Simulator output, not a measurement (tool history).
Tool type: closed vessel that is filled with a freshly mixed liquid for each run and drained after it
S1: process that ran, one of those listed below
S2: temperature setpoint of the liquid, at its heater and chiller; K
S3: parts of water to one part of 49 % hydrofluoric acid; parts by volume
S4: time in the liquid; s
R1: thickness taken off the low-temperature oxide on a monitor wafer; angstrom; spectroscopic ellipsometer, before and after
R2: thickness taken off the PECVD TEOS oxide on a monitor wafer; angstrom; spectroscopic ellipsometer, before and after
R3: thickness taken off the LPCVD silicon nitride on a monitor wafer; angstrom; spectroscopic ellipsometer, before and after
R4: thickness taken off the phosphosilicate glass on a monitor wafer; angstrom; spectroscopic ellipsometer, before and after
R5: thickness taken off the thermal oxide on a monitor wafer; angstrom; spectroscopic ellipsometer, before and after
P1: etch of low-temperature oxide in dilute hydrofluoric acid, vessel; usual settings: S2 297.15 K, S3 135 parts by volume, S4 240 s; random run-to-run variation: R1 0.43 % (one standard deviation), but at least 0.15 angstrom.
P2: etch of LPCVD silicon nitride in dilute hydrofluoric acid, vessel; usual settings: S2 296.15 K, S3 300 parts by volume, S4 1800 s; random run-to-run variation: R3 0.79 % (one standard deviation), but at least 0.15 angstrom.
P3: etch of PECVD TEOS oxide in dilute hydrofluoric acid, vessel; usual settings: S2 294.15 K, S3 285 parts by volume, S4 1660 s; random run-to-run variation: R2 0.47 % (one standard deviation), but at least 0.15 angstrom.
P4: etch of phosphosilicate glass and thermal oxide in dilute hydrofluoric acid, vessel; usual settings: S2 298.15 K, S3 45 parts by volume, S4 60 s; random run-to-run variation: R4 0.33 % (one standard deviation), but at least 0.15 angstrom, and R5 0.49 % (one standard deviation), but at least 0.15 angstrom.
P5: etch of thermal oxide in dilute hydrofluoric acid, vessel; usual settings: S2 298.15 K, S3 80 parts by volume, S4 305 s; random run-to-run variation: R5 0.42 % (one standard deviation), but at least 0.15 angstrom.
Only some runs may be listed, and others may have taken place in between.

| run | hour | S1 | S2 | S3 | S4 | R1 | R2 | R3 | R4 | R5 |
|---|---|---|---|---|---|---|---|---|---|---|
| 1 | 5.0 | P1 | 297.15 | 135 | 240 | 428.180 |  |  |  |  |
| 2 | 9.9 | P1 | 305.15 | 135 | 240 | 572.000 |  |  |  |  |
| 3 | 15.2 | P3 | 294.15 | 285 | 110 |  | 33.778 |  |  |  |
| 4 | 18.5 | P1 | 297.15 | 135 | 480 | 852.990 |  |  |  |  |
| 5 | 22.1 | P3 | 299.15 | 285 | 1660 |  | 607.130 |  |  |  |
| 6 | 26.2 | P1 | 304.65 | 135 | 30 | 70.676 |  |  |  |  |
| 7 | 29.1 | P1 | 290.15 | 135 | 465 | 632.490 |  |  |  |  |
|  | 30.2 | thermometer replaced |
| 8 | 34.6 | P1 | 297.15 | 135 | 240 | 429.510 |  |  |  |  |
| 9 | 39.6 | P2 | 296.15 | 95 | 1800 |  |  | 87.2980 |  |  |
| 10 | 43.5 | P2 | 290.15 | 300 | 1800 |  |  | 19.0670 |  |  |
| 11 | 46.2 | P1 | 297.15 | 220 | 240 | 240.550 |  |  |  |  |
| 12 | 50.4 | P4 | 306.15 | 45 | 60 |  |  |  | 2700.1 | 89.243 |
| 13 | 53.7 | P1 | 291.15 | 135 | 240 | 335.980 |  |  |  |  |
| 14 | 57.4 | P1 | 297.15 | 135 | 110 | 196.390 |  |  |  |  |
| 15 | 62.6 | P5 | 293.15 | 80 | 305 |  |  |  |  | 163.080 |
| 16 | 65.4 | P2 | 296.15 | 300 | 190 |  |  | 3.0896 |  |  |
| 17 | 70.6 | P1 | 297.15 | 135 | 240 | 425.360 |  |  |  |  |
| 18 | 74.3 | P4 | 298.15 | 25 | 60 |  |  |  | 3640.6 | 120.380 |
| 19 | 78.3 | P1 | 297.15 | 20 | 240 | 3330.400 |  |  |  |  |
| 20 | 83.3 | P3 | 294.15 | 285 | 1660 |  | 510.970 |  |  |  |
| 21 | 87.8 | P1 | 297.15 | 135 | 240 | 429.510 |  |  |  |  |
| 22 | 92.2 | P5 | 298.15 | 80 | 90 |  |  |  |  | 59.102 |
| 23 | 96.0 | P1 | 297.15 | 195 | 445 | 514.080 |  |  |  |  |
| 24 | 99.3 | P5 | 298.15 | 80 | 305 |  |  |  |  | 199.320 |

What will run 25 give?
| 25 | 102.3 | P3 | 294.15 | 490 | 1660 |  | ? |  |  |  |

For run 25 the tool returned R2 250.560 angstrom.
